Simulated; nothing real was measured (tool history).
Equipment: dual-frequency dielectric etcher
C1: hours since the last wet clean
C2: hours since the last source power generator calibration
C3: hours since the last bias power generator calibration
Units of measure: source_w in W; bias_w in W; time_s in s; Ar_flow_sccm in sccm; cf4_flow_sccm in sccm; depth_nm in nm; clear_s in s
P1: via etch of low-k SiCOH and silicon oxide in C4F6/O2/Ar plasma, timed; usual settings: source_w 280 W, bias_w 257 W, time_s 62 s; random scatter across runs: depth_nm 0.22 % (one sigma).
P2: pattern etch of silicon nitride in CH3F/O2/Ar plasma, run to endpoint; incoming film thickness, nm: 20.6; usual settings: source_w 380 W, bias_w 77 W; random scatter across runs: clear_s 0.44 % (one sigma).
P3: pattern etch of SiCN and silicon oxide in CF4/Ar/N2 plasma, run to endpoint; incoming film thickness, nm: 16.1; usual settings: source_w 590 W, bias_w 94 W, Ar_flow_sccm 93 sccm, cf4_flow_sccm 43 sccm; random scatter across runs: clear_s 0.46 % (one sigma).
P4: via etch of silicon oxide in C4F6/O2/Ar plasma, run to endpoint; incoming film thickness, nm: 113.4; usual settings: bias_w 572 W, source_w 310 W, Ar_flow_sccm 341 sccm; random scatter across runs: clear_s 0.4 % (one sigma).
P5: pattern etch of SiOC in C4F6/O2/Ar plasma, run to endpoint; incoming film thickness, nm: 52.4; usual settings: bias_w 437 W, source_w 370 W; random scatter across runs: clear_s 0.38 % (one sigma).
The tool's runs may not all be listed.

run 1 hour=6.8 | process=P1 source_w=280 bias_w=257 time_s=62 | C1=277.7 C2=640.9 C3=3647.3 | depth_nm=163.84
run 2 hour=19.2 | process=P3 source_w=590 bias_w=94 Ar_flow_sccm=93 cf4_flow_sccm=57 | C1=290.1 C2=653.3 C3=3659.7 | clear_s=13.756
run 3 hour=29.4 | process=P2 source_w=210 bias_w=77 | C1=300.3 C2=663.5 C3=3669.9 | clear_s=36.406
run 4 hour=38.9 | process=P1 source_w=190 bias_w=257 time_s=88 | C1=309.8 C2=673 C3=3679.4 | depth_nm=200.99
run 5 hour=48.6 | process=P5 source_w=220 bias_w=437 | C1=319.5 C2=682.7 C3=3689.1 | clear_s=23.669
run 6 hour=63.7 | process=P2 source_w=380 bias_w=94 | C1=334.6 C2=697.8 C3=3704.2 | clear_s=27.074
run 7 hour=78.5 | process=P3 source_w=590 bias_w=94 Ar_flow_sccm=93 cf4_flow_sccm=43 | C1=349.4 C2=712.6 C3=3719 | clear_s=14.277
run 8 hour=86.5 | process=P4 source_w=310 bias_w=750 Ar_flow_sccm=341 | C1=357.4 C2=720.6 C3=3727 | clear_s=23.888
run 9 hour=100.4 | process=P1 source_w=280 bias_w=211 time_s=91.5 | C1=371.3 C2=734.5 C3=3740.9 | depth_nm=225.78
run 10 hour=107.7 | process=P1 source_w=170 bias_w=166 time_s=62 | C1=378.6 C2=741.8 C3=3748.2 | depth_nm=116.92
run 11 hour=121.1 | process=P3 source_w=590 bias_w=94 Ar_flow_sccm=55 cf4_flow_sccm=43 | C1=392 C2=755.2 C3=3761.6 | clear_s=13.325
run 12 hour=129 | process=P1 source_w=280 bias_w=257 time_s=62 | C1=399.9 C2=763.1 C3=3769.5 | depth_nm=163.97
run 13 hour=135.9 | process=P1 source_w=280 bias_w=257 time_s=34 | C1=406.8 C2=770 C3=3776.4 | depth_nm=89.799
run 14 hour=148.9 | process=P1 source_w=280 bias_w=257 time_s=62 | C1=419.8 C2=783 C3=3789.4 | depth_nm=163.8
run 15 hour=162 | process=P3 source_w=350 bias_w=94 Ar_flow_sccm=93 cf4_flow_sccm=43 | C1=432.9 C2=796.1 C3=3802.5 | clear_s=22.614
run 16 hour=169.2 | process=P1 source_w=280 bias_w=257 time_s=93 | C1=440.1 C2=803.3 C3=3809.7 | depth_nm=245.55
run 17 hour=177.4 | process=P5 source_w=370 bias_w=437 | C1=448.3 C2=811.5 C3=3817.9 | clear_s=19.598
run 18 hour=185.5 | process=P2 source_w=380 bias_w=77 | C1=456.4 C2=819.6 C3=3826 | clear_s=28.998
run 19 hour=195.8 | process=P1 source_w=360 bias_w=257 time_s=62 | C1=466.7 C2=829.9 C3=3836.3 | depth_nm=180.04
run 20 hour=207.1 | process=P1 source_w=280 bias_w=257 time_s=62 | C1=478 C2=841.2 C3=3847.6 | depth_nm=164.24
run 21 hour=222.4 | process=P4 source_w=310 bias_w=572 Ar_flow_sccm=341 | C1=493.3 C2=856.5 C3=3862.9 | clear_s=26.411
run 22 hour=235.8 | process=P4 source_w=310 bias_w=572 Ar_flow_sccm=447 | C1=506.7 C2=869.9 C3=3876.3 | clear_s=27.17
run 23 hour=247.1 | process=P1 source_w=230 bias_w=257 time_s=62 | C1=518 C2=881.2 C3=3887.6 | depth_nm=152.11
run 24 hour=254.4 | process=P1 source_w=280 bias_w=160 time_s=62 | C1=525.3 C2=888.5 C3=3894.9 | depth_nm=140.05
run 25 hour=267.4 | process=P5 source_w=370 bias_w=271 | C1=538.3 C2=901.5 C3=3907.9 | clear_s=23.367
run 26 hour=282.1 | process=P1 source_w=280 bias_w=257 time_s=62 | C1=553 C2=916.2 C3=3922.6 | depth_nm=163.39
run 27 hour=291.3 | process=P1 source_w=280 bias_w=350 time_s=62 | C1=562.2 C2=925.4 C3=3931.8 | depth_nm=182.62
run 28 hour=305.8 | process=P3 source_w=590 bias_w=54 Ar_flow_sccm=93 cf4_flow_sccm=43 | C1=576.7 C2=939.9 C3=3946.3 | clear_s=17.371
run 29 hour=317.6 | process=P2 source_w=380 bias_w=77 | C1=588.5 C2=951.7 C3=3958.1 | clear_s=28.841
run 30 hour=324.9 | process=P4 source_w=440 bias_w=572 Ar_flow_sccm=341 | C1=595.8 C2=959 C3=3965.4 | clear_s=23.172

Run 31 is up next; what results do you expect?
run 31 hour=339 | process=P1 source_w=280 bias_w=257 time_s=62 | C1=609.9 C2=973.1 C3=3979.5 | depth_nm=?

depth_nm: 163.4 nm
